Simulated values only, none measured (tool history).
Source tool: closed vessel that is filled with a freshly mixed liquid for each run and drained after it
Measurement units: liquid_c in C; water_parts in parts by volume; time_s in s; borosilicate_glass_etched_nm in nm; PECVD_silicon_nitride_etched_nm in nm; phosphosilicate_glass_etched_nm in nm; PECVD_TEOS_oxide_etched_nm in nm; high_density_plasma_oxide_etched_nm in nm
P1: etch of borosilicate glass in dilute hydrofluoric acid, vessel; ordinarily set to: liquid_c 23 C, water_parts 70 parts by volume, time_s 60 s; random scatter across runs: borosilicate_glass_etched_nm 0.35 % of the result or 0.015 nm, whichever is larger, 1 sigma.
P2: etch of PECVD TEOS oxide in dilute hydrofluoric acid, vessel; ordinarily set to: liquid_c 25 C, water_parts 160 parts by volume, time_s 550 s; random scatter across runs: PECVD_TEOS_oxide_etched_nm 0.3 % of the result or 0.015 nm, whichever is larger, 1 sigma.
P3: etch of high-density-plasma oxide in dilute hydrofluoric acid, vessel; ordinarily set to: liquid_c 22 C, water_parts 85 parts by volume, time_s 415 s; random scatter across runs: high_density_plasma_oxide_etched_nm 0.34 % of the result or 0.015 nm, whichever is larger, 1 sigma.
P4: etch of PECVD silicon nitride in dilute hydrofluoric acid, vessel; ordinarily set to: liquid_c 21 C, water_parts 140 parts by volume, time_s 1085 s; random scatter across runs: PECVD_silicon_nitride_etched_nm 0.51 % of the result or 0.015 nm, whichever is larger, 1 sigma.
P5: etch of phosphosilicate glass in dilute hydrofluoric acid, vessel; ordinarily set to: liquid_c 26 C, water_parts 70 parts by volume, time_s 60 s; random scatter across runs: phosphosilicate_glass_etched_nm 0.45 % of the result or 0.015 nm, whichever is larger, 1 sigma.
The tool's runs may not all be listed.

| run | hour | process | liquid_c | water_parts | time_s | borosilicate_glass_etched_nm | PECVD_silicon_nitride_etched_nm | phosphosilicate_glass_etched_nm | PECVD_TEOS_oxide_etched_nm | high_density_plasma_oxide_etched_nm |
|---|---|---|---|---|---|---|---|---|---|---|
| 1 | 9.1 | P1 | 23 | 70 | 60 | 16.414 |  |  |  |  |
| 2 | 13.9 | P4 | 21 | 140 | 1085 |  | 10.848 |  |  |  |
| 3 | 22.5 | P1 | 23 | 70 | 60 | 16.385 |  |  |  |  |
| 4 | 27.8 | P4 | 21 | 255 | 1085 |  | 6.0926 |  |  |  |
| 5 | 37.8 | P1 | 23 | 70 | 30 | 8.1802 |  |  |  |  |
| 6 | 43.8 | P1 | 23 | 70 | 90 | 24.797 |  |  |  |  |
| 7 | 53.7 | P4 | 21 | 140 | 360 |  | 3.5894 |  |  |  |
| 8 | 62.8 | P5 | 26 | 20 | 60 |  |  | 734.52 |  |  |
| 9 | 71.1 | P1 | 23 | 100 | 60 | 11.042 |  |  |  |  |
| 10 | 75.8 | P1 | 23 | 70 | 60 | 16.416 |  |  |  |  |
| 11 | 86.5 | P5 | 26 | 70 | 60 |  |  | 197.12 |  |  |
| 12 | 92.8 | P1 | 17 | 70 | 60 | 12.694 |  |  |  |  |
| 13 | 98.8 | P2 | 32.5 | 160 | 550 |  |  |  | 58.773 |  |
| 14 | 104.4 | P2 | 25 | 160 | 120 |  |  |  | 9.7727 |  |
| 15 | 113.1 | P5 | 18.5 | 70 | 60 |  |  | 143.29 |  |  |
| 16 | 123.1 | P3 | 22 | 85 | 750 |  |  |  |  | 41.025 |
| 17 | 132.8 | P3 | 27 | 85 | 415 |  |  |  |  | 27.726 |
| 18 | 138.8 | P3 | 22 | 30 | 415 |  |  |  |  | 68.851 |
| 19 | 149.2 | P1 | 31 | 70 | 60 | 22.402 |  |  |  |  |
| 20 | 155.4 | P5 | 26 | 70 | 35 |  |  | 113.71 |  |  |
| 21 | 165.8 | P2 | 25 | 160 | 550 |  |  |  | 44.786 |  |
| 22 | 174.1 | P1 | 23 | 20 | 60 | 61.073 |  |  |  |  |
| 23 | 182.3 | P1 | 23 | 70 | 60 | 16.369 |  |  |  |  |
| 24 | 189.6 | P4 | 17 | 140 | 1085 |  | 8.3081 |  |  |  |
|  | 192 | hydrofluoric acid flow meter replaced |
| 25 | 198.4 | P2 | 25 | 55 | 550 |  |  |  | 148.79 |  |
| 26 | 209.1 | P1 | 23 | 100 | 30 | 5.5204 |  |  |  |  |
| 27 | 214.2 | P1 | 23 | 70 | 60 | 16.433 |  |  |  |  |
| 28 | 220.1 | P3 | 22 | 85 | 415 |  |  |  |  | 22.91 |
| 29 | 224.7 | P1 | 23 | 40 | 100 | 49.341 |  |  |  |  |
| 30 | 232.4 | P1 | 23 | 70 | 60 | 16.51 |  |  |  |  |
| 31 | 237.3 | P1 | 23 | 70 | 60 | 16.586 |  |  |  |  |

What will run 32 give?
| 32 | 244.5 | P1 | 23 | 70 | 60 | ? |  |  |  |  |

{"run 32": {"borosilicate_glass_etched_nm": 16.879}}

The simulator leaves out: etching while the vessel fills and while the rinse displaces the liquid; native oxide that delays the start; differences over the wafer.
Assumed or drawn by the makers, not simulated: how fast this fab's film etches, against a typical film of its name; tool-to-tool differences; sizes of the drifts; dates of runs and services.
